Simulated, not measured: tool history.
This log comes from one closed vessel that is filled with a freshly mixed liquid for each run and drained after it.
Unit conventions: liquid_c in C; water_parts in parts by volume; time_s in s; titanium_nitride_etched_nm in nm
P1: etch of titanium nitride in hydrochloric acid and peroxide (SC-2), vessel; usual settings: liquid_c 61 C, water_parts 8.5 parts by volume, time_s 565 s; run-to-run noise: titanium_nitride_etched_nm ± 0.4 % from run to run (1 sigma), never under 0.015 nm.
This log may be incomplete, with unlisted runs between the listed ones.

run,hour,liquid_c,water_parts,time_s,hours since the thermometer was replaced,hours since the chemicals flow meter was replaced,hours since the drum of peroxide was connected,titanium_nitride_etched_nm
1,5.8,61,8.5,565,296.6,245.3,466.8,50.037
2,10.2,61,8.5,565,301.0,249.7,471.2,50.116
3,16.5,61,8.5,1120,307.3,256.0,477.5,98.753
4,23.2,45,8.5,565,314.0,262.7,484.2,17.266
5,29.4,61,15.0,565,320.2,268.9,490.4,30.863
6,36.7,61,8.5,565,327.5,276.2,497.7,50.316
7,43.2,70,8.5,565,334.0,282.7,504.2,85.468
8,48.6,61,12.0,230,339.4,288.1,509.6,15.117
9,56.0,61,8.5,565,346.8,295.5,517.0,49.246
10,63.4,61,13.5,835,354.2,302.9,524.4,50.081
11,67.1,61,8.5,565,357.9,306.6,528.1,49.952
12,71.6,61,8.5,565,362.4,311.1,532.6,49.762
13,76.7,61,4.0,565,367.5,316.2,537.7,87.333
14,81.3,61,8.5,235,372.1,320.8,542.3,20.811
15,85.7,61,8.5,565,376.5,325.2,546.7,50.163
16,90.6,61,8.5,565,381.4,330.1,551.6,49.497
17,94.5,61,8.5,565,385.3,334.0,555.5,50.502
18,101.6,61,8.5,565,392.4,341.1,562.6,52.192
19,109.1,61,8.5,565,399.9,348.6,570.1,52.797
20,113.1,61,8.5,565,403.9,352.6,574.1,52.838
21,119.1,61,8.5,565,409.9,358.6,580.1,53.535
22,123.9,61,8.5,565,414.7,363.4,584.9,53.487
23,128.3,61,8.5,565,419.1,367.8,589.3,53.665
24,132.9,61,8.5,565,423.7,372.4,593.9,53.808
25,138.8,61,8.5,565,429.6,378.3,599.8,53.608
26,145.6,61,8.5,565,436.4,385.1,606.6,53.556

P1 no longer gives what it gave before; its output has crept away from where it was. The following 2 causes, each at its listed size, fit the log equally well:
A: liquid hotter than its thermometer reads (K) = 1.26
B: chemicals flow above the setpoint (%) = 10.2
Onset of the creep was near hour 90.6.
Every other cause this tool's parts could produce, and why it does not fit the log:
peroxide weaker than its label (%): 8 at the very most, moving titanium_nitride_etched_nm by -7.3 %, which is either too weak or the wrong sign

Which of the 4 check runs listed below, each an average over 2 wafers with its results shown as question marks, gives clearly different results under the different listed causes?
check 1,152.4,69.0,8.5,810,,,,?
check 2,152.4,54.5,8.5,760,,,,?
check 3,152.4,46.0,4.0,565,,,,?
check 4,152.4,55.0,13.5,565,,,,?

Check results expected under each cause:
check,result,if A,if B
check 1,titanium_nitride_etched_nm,125.260,125.670
check 2,titanium_nitride_etched_nm,48.079,47.911
check 3,titanium_nitride_etched_nm,35.673,34.892
check 4,titanium_nitride_etched_nm,25.004,25.077
Smallest distance between any two causes, each pair judged by its most separating result, in per cent: check 1 0.32 %; check 2 0.35 %; check 3 2.21 %; check 4 0.29 %
Of the check runs offered, only check 3 discriminates between the causes; the rest would read about the same regardless of which cause applies.

Check 3 was carried out, with these results: titanium_nitride_etched_nm 35.721 nm. Which of the listed causes is responsible?

A is the cause: liquid hotter than its thermometer reads (K).
